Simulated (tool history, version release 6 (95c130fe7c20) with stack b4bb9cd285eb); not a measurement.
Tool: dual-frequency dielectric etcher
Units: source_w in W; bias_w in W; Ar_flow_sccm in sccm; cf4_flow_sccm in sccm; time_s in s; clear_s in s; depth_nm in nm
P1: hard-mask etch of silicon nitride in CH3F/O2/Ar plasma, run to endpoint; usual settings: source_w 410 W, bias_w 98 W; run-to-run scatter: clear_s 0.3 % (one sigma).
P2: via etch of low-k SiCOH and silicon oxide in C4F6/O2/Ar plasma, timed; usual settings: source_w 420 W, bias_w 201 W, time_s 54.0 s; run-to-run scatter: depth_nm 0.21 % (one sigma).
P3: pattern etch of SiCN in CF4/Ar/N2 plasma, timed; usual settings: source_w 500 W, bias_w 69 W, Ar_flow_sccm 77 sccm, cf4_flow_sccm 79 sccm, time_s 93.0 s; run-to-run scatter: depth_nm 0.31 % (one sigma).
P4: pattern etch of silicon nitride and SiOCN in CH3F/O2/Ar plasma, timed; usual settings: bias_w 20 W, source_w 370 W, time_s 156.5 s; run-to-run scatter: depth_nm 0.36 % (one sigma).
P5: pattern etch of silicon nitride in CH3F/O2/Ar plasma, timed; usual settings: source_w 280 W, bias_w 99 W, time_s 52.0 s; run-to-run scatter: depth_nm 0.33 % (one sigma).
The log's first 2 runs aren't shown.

run   hour  process  source_w  bias_w  Ar_flow_sccm  cf4_flow_sccm  time_s  hours since the last wet clean  hours since the last source power generator calibration  hours since the last bias power generator calibration  clear_s  depth_nm
  3   34.7       P1       260      98                                                                521.1                                                   1193.6                                                  470.5   77.594
  4   47.7       P4       370      20                                 90.0                           534.1                                                   1206.6                                                  483.5             11.342
  5   63.1       P1       410      98                                                                549.5                                                   1222.0                                                  498.9   66.004
  6   71.0       P1       410      98                                                                557.4                                                   1229.9                                                  506.8   65.660
  7   85.4       P3       390      69            77             79    93.0                           571.8                                                   1244.3                                                  521.2             72.517
  8  100.2       P1       500     132                                                                586.6                                                   1259.1                                                  536.0   54.901
  9  108.9       P2       420     276                                 54.0                           595.3                                                   1267.8                                                  544.7            169.180
 10  117.3       P3       500      90            77             79    93.0                           603.7                                                   1276.2                                                  553.1             98.291
 11  131.8       P1       410     126                                                                618.2                                                   1290.7                                                  567.6   60.054
 12  143.0       P5       280      62                                 52.0                           629.4                                                   1301.9                                                  578.8             30.379
 13  157.3       P2       420     201                                 79.0                           643.7                                                   1316.2                                                  593.1            222.170
 14  165.0       P3       500      69            92             79    93.0                           651.4                                                   1323.9                                                  600.8             88.215
 15  176.3       P5       280      99                                 52.0                           662.7                                                   1335.2                                                  612.1             36.044
 16  187.8       P2       270     201                                 54.0                           674.2                                                   1346.7                                                  623.6            127.980
 17  202.0       P5       370      99                                 52.0                           688.4                                                   1360.9                                                  637.8             40.136
 18  210.0       P4       370      13                                156.5                           696.4                                                   1368.9                                                  645.8             16.582
 19  223.3       P4       370      20                                156.5                           709.7                                                   1382.2                                                  659.1             19.883
 20  235.7       P1       300     121                                                                722.1                                                   1394.6                                                  671.5   68.330
 21  249.8       P1       550      98                                                                736.2                                                   1408.7                                                  685.6   58.896

Forecast run 22:
 22  264.9       P1       410      98                                                                751.3                                                   1423.8                                                  700.7        ?

clear_s: 65.864 s
